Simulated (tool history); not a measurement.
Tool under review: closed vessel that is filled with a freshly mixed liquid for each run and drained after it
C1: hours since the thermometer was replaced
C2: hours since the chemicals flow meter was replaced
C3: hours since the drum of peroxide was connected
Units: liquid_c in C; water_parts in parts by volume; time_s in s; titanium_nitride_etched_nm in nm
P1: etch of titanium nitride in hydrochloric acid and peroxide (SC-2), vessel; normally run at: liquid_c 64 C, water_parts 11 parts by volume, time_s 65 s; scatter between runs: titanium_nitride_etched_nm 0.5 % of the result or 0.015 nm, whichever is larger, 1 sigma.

{"run": 1, "hour": 6.9, "liquid_c": 64, "water_parts": 11, "time_s": 65, "C1": 1033.3, "C2": 1324.5, "C3": 440.4, "titanium_nitride_etched_nm": 4.0164}
{"run": 2, "hour": 14.0, "liquid_c": 64, "water_parts": 11, "time_s": 30, "C1": 1040.4, "C2": 1331.6, "C3": 447.5, "titanium_nitride_etched_nm": 1.8291}
{"run": 3, "hour": 20.1, "liquid_c": 64, "water_parts": 17, "time_s": 120, "C1": 1046.5, "C2": 1337.7, "C3": 453.6, "titanium_nitride_etched_nm": 5.0645}
{"run": 4, "hour": 26.2, "liquid_c": 48.5, "water_parts": 4, "time_s": 65, "C1": 1052.6, "C2": 1343.8, "C3": 459.7, "titanium_nitride_etched_nm": 3.2313}
{"run": 5, "hour": 38.6, "liquid_c": 72, "water_parts": 7.5, "time_s": 65, "C1": 1065, "C2": 1356.2, "C3": 472.1, "titanium_nitride_etched_nm": 8.8614}
{"run": 6, "hour": 51.2, "liquid_c": 64, "water_parts": 18.5, "time_s": 65, "C1": 1077.6, "C2": 1368.8, "C3": 484.7, "titanium_nitride_etched_nm": 2.5673}
{"run": 7, "hour": 63.1, "liquid_c": 72, "water_parts": 11, "time_s": 65, "C1": 1089.5, "C2": 1380.7, "C3": 496.6, "titanium_nitride_etched_nm": 6.5096}
{"run": 8, "hour": 73.5, "liquid_c": 64, "water_parts": 11, "time_s": 65, "C1": 1099.9, "C2": 1391.1, "C3": 507, "titanium_nitride_etched_nm": 4.0516}
{"run": 9, "hour": 83.7, "liquid_c": 48.5, "water_parts": 11, "time_s": 65, "C1": 1110.1, "C2": 1401.3, "C3": 517.2, "titanium_nitride_etched_nm": 1.5057}
{"run": 10, "hour": 90.9, "liquid_c": 64, "water_parts": 11, "time_s": 130, "C1": 1117.3, "C2": 1408.5, "C3": 524.4, "titanium_nitride_etched_nm": 8.1242}
{"run": 11, "hour": 99.7, "liquid_c": 64, "water_parts": 11, "time_s": 65, "C1": 1126.1, "C2": 1417.3, "C3": 533.2, "titanium_nitride_etched_nm": 4.028}
{"run": 12, "hour": 108.9, "liquid_c": 64, "water_parts": 4, "time_s": 65, "C1": 1135.3, "C2": 1426.5, "C3": 542.4, "titanium_nitride_etched_nm": 8.7486}

What will run 13 give?
{"run": 13, "hour": 116.4, "liquid_c": 64, "water_parts": 11, "time_s": 65, "C1": 1142.8, "C2": 1434, "C3": 549.9, "titanium_nitride_etched_nm": "?"}

{"run 13": {"titanium_nitride_etched_nm": 3.9918}}
